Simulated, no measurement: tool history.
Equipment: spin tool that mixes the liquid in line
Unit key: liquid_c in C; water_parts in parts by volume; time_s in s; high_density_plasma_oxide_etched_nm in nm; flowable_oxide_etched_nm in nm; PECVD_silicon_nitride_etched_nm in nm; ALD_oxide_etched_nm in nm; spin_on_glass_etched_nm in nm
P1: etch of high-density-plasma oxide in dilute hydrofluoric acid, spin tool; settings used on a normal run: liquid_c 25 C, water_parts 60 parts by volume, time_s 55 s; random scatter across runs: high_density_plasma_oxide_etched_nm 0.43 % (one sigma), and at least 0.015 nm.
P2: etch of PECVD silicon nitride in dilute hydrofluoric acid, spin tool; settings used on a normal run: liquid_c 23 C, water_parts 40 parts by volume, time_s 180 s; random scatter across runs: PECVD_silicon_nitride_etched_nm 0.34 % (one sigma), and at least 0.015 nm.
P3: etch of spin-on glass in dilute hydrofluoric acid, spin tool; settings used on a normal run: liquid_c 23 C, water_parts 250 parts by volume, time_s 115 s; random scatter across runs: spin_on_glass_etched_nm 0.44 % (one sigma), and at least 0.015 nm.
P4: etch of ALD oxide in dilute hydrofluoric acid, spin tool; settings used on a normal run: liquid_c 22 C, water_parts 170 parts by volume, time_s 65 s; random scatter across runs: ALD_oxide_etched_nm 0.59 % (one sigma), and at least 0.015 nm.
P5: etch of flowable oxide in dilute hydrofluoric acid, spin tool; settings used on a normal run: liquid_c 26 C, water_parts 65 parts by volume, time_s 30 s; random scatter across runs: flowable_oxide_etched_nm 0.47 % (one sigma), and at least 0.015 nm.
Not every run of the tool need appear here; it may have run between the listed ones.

run,hour,process,liquid_c,water_parts,time_s,high_density_plasma_oxide_etched_nm,flowable_oxide_etched_nm,PECVD_silicon_nitride_etched_nm,ALD_oxide_etched_nm,spin_on_glass_etched_nm
1,6.1,P1,25,60,55,5.9465,,,,
2,13.8,P1,33,60,55,8.1884,,,,
3,20,P1,25,60,55,5.9497,,,,
4,29.2,P5,26,65,30,,13.266,,,
5,35.6,P2,23,40,40,,,2.5662,,
6,44.2,P1,25,60,85,9.1327,,,,
7,57.4,P4,22,170,100,,,,9.0249,
8,68.6,P1,25,60,15,1.5923,,,,
9,79.1,P3,23,80,115,,,,,59.215
10,87.8,P1,25,60,55,5.9707,,,,
11,98.2,P1,25,100,55,3.3849,,,,
12,108.9,P1,25,60,55,5.9337,,,,
13,115.9,P3,18,250,115,,,,,13.099
14,124.2,P4,22,170,65,,,,5.8768,
15,137,P1,17,60,55,4.2827,,,,
16,146.1,P3,23,250,180,,,,,24.312
17,156.6,P5,32,65,30,,16.709,,,
18,168.9,P2,17,40,180,,,7.5484,,
19,177.5,P2,23,40,180,,,11.515,,
20,188.3,P3,23,250,115,,,,,15.77
21,201.3,P4,22,170,65,,,,5.835,
22,209.9,P5,26,65,60,,26.43,,,
23,219.6,P5,26,105,30,,7.7029,,,
24,228.8,P1,25,60,55,5.9865,,,,
25,240.5,P4,18,170,65,,,,5.018,
26,252,P1,25,35,55,10.545,,,,
27,258,P2,23,40,180,,,11.505,,
28,266.7,P1,25,60,55,5.9163,,,,
29,274,P1,25,25,30,8.1848,,,,
30,283.3,P4,22,80,65,,,,13.761,
31,294.2,P2,23,65,180,,,7.1572,,
32,303.1,P1,25,60,55,5.9765,,,,
33,309.1,P1,25,60,55,5.9358,,,,
34,314.9,P1,25,60,55,5.8347,,,,
35,322.3,P1,25,60,55,5.788,,,,
36,333.6,P1,25,60,55,5.7293,,,,
37,346.6,P1,25,60,55,5.712,,,,
38,359.9,P1,25,60,55,5.6259,,,,
39,371.4,P1,25,60,55,5.6439,,,,
40,382,P1,25,60,55,5.5633,,,,
41,391.5,P1,25,60,55,5.5881,,,,

Forecast run 42:
42,402.4,P1,25,60,55,?,,,,

{"run 42": {"high_density_plasma_oxide_etched_nm": 5.5909}}
